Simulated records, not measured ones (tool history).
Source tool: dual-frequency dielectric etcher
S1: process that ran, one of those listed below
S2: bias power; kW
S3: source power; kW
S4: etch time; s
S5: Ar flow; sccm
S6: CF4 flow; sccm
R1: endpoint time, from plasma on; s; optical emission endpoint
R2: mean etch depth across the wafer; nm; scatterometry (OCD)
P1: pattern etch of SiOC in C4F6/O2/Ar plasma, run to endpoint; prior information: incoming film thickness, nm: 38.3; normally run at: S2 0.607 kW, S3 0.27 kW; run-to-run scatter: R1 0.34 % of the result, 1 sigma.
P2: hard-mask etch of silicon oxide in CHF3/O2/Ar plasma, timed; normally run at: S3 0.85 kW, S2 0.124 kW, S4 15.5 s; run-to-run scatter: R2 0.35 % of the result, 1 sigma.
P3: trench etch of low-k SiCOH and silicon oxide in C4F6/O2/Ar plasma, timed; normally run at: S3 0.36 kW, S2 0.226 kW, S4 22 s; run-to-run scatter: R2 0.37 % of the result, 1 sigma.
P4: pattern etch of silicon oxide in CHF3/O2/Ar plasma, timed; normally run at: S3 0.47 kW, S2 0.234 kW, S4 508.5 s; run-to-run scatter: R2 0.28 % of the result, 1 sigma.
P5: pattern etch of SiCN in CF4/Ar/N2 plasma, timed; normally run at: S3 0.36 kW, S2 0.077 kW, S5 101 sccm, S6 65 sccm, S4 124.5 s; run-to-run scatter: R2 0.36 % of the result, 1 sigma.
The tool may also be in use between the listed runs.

run   hour  S1     S2    S3     S4   S5  S6      R1      R2
  1    8.9  P1  0.607  0.27                  14.049
  2   15.7  P3  0.226  0.36     22                   69.227
  3   25.1  P3  0.226  0.49     22                    78.05
  4   32.1  P1  0.607  0.27                  14.035
  5   38.1  P1  0.607  0.21                   15.37
  6   47.1  P5  0.077  0.36   88.5  101  65          62.452
  7   52.9  P5   0.06  0.36  124.5  101  65          80.271
  8   62.2  P5  0.077  0.36  124.5  101  85          91.612
  9   69.4  P5  0.077  0.36  124.5  123  65          85.188
 10   78.1  P4  0.234  0.47  508.5                   1001.4
 11   85.9  P2  0.124  0.85   15.5                   30.037
 12   93.8  P1  0.422  0.27                  16.053
 13  102.2  P2  0.124  0.85     23                    44.35
 14  112.6  P4  0.234  0.47  508.5                   1003.3
 15  118.2  P1  0.468  0.16                  18.768
     127.8  -- source power generator calibrated
 16  129.2  P1  0.607  0.27                   14.02
       131  -- wet clean of the chamber
 17  137.6  P3  0.226  0.36     27                   84.418
 18  145.5  P4  0.166  0.47  508.5                   892.48
 19    157  P3  0.306  0.36     22                   76.889
 20  165.7  P4  0.234  0.33  508.5                   883.29
 21  174.7  P5  0.077  0.27  124.5  101  65          68.569
 22  185.9  P1  0.415  0.32                  15.253
 23  194.3  P4  0.234  0.47    284                   560.74
 24  205.4  P1  0.607  0.37                  12.576
 25  211.1  P1  0.829  0.38                  10.984
 26  217.8  P2  0.124  1.16   15.5                   33.937
 27  226.3  P5  0.077  0.36  124.5  101  65          88.165
 28  237.3  P2  0.156  0.85   15.5                   32.266
 29  246.3  P1  0.607  0.27                   14.12
 30  256.8  P1  0.737  0.27                  13.037
 31  267.3  P1  0.607  0.27                  14.006

Expected results for the next run?
 32  278.3  P1  0.607  0.27               ?

{"run 32": {"R1": 14.165}}
